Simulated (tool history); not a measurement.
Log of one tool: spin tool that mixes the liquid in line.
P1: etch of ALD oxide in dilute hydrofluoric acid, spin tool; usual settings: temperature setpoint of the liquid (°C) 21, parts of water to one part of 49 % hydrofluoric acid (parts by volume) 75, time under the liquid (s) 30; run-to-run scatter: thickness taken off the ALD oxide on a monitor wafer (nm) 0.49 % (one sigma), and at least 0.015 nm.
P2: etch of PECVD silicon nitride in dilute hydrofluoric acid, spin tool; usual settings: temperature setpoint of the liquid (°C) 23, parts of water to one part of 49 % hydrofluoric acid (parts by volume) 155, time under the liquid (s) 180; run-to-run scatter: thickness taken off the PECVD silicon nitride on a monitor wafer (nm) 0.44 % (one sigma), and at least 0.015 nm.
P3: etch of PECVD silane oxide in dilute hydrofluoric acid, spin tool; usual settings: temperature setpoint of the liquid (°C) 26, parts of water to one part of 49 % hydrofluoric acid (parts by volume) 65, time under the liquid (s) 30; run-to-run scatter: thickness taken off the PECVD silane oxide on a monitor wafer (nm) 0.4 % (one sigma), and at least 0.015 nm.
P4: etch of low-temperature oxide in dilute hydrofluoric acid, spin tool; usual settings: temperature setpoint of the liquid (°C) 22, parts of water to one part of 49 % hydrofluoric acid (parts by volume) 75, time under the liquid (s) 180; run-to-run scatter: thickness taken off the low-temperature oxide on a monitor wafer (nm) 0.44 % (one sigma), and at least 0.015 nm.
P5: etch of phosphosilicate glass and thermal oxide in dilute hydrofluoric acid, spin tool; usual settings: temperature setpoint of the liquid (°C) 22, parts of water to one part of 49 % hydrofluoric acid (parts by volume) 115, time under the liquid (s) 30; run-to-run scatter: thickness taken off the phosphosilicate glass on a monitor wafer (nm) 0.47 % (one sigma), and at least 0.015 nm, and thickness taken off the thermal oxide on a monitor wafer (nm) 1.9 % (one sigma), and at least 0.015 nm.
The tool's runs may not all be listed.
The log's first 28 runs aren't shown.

| run | hour | process that ran | temperature setpoint of the liquid (°C) | parts of water to one part of 49 % hydrofluoric acid (parts by volume) | time under the liquid (s) | hours since the thermometer was replaced | hours since the hydrofluoric acid flow meter was replaced | thickness taken off the ALD oxide on a monitor wafer (nm) | thickness taken off the phosphosilicate glass on a monitor wafer (nm) | thickness taken off the thermal oxide on a monitor wafer (nm) | thickness taken off the low-temperature oxide on a monitor wafer (nm) | thickness taken off the PECVD silicon nitride on a monitor wafer (nm) | thickness taken off the PECVD silane oxide on a monitor wafer (nm) |
|---|---|---|---|---|---|---|---|---|---|---|---|---|---|
| 29 | 328.2 | P3 | 26 | 65 | 50 | 2299.8 | 588.7 |  |  |  |  |  | 42.454 |
| 30 | 337.1 | P4 | 22 | 75 | 180 | 2308.7 | 597.6 |  |  |  | 24.86 |  |  |
| 31 | 346.5 | P1 | 21 | 75 | 30 | 2318.1 | 607 | 7.1979 |  |  |  |  |  |
| 32 | 354.2 | P1 | 21 | 75 | 30 | 2325.8 | 614.7 | 7.3263 |  |  |  |  |  |
| 33 | 367.3 | P1 | 21 | 75 | 30 | 2338.9 | 627.8 | 7.6192 |  |  |  |  |  |
| 34 | 376.9 | P1 | 21 | 75 | 30 | 2348.5 | 637.4 | 7.6153 |  |  |  |  |  |
| 35 | 385.9 | P1 | 21 | 75 | 30 | 2357.5 | 646.4 | 7.7014 |  |  |  |  |  |
| 36 | 397.1 | P1 | 21 | 75 | 30 | 2368.7 | 657.6 | 7.7124 |  |  |  |  |  |

Forecast run 37:
| 37 | 406.6 | P1 | 21 | 75 | 30 | 2378.2 | 667.1 | ? |  |  |  |  |  |

thickness taken off the ALD oxide on a monitor wafer (nm): 7.6777

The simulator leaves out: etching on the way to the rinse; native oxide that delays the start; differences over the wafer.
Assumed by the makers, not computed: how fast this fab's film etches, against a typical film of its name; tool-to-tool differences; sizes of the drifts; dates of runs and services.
